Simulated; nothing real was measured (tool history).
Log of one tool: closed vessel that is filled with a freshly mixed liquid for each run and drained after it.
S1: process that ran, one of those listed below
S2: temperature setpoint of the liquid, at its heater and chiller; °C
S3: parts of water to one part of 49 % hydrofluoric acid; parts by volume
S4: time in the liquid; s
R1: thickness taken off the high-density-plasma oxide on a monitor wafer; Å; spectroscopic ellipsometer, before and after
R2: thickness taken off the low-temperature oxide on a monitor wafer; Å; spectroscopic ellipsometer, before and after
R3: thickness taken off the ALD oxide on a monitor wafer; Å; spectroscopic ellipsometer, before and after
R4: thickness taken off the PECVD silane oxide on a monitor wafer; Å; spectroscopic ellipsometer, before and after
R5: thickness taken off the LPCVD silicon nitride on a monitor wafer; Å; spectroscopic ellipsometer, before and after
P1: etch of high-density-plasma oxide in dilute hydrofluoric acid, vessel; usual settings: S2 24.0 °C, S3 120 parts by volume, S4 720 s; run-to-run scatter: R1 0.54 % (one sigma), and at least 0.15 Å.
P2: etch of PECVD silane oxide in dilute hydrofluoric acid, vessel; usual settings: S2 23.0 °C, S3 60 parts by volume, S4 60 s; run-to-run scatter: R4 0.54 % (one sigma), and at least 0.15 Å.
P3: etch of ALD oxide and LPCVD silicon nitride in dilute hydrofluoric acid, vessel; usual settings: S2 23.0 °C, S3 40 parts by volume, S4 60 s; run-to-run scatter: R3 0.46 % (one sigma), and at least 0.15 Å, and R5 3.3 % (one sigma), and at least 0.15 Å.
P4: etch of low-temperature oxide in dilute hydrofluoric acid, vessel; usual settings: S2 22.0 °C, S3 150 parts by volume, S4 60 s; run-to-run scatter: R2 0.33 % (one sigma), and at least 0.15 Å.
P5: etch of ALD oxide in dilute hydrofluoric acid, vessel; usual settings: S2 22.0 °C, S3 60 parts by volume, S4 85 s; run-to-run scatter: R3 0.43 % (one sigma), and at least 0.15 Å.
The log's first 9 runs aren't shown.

run 10 hour=109.4 | S1=P1 S2=24.0 S3=215 S4=720 | R1=147.890
run 11 hour=117.9 | S1=P2 S2=23.0 S3=100 S4=60 | R4=85.867
run 12 hour=129.8 | S1=P1 S2=24.0 S3=120 S4=720 | R1=295.720
run 13 hour=145.7 | S1=P4 S2=17.0 S3=150 S4=60 | R2=80.577
run 14 hour=154.4 | S1=P3 S2=23.0 S3=25 S4=60 | R3=548.190 R5=10.7050
run 15 hour=169.1 | S1=P1 S2=28.0 S3=165 S4=720 | R1=240.440
run 16 hour=182.2 | S1=P2 S2=17.0 S3=60 S4=60 | R4=116.620
run 17 hour=191.0 | S1=P3 S2=17.0 S3=40 S4=60 | R3=259.920 R5=4.6723
run 18 hour=202.9 | S1=P1 S2=24.0 S3=120 S4=1040 | R1=429.650
run 19 hour=214.5 | S1=P3 S2=23.0 S3=40 S4=120 | R3=669.280 R5=14.1890
run 20 hour=227.6 | S1=P1 S2=24.0 S3=55 S4=340 | R1=328.810
run 21 hour=235.1 | S1=P1 S2=17.0 S3=120 S4=720 | R1=222.320
run 22 hour=247.2 | S1=P5 S2=22.0 S3=60 S4=125 | R3=197.660
run 23 hour=260.5 | S1=P2 S2=23.0 S3=60 S4=60 | R4=150.390
run 24 hour=272.7 | S1=P5 S2=22.0 S3=100 S4=85 | R3=77.191
run 25 hour=287.2 | S1=P4 S2=22.0 S3=150 S4=60 | R2=97.865
run 26 hour=299.8 | S1=P4 S2=22.0 S3=150 S4=35 | R2=57.299
run 27 hour=310.3 | S1=P2 S2=23.0 S3=60 S4=60 | R4=148.700
run 28 hour=318.8 | S1=P3 S2=23.0 S3=40 S4=60 | R3=336.370 R5=7.5880
run 29 hour=334.5 | S1=P1 S2=24.0 S3=120 S4=720 | R1=297.080
run 30 hour=341.9 | S1=P1 S2=24.0 S3=120 S4=30 | R1=12.143

The next listed run, before its measurement:
run 31 hour=358.3 | S1=P2 S2=23.0 S3=60 S4=30 | R4=?

{"run 31": {"R4": 73.884}}
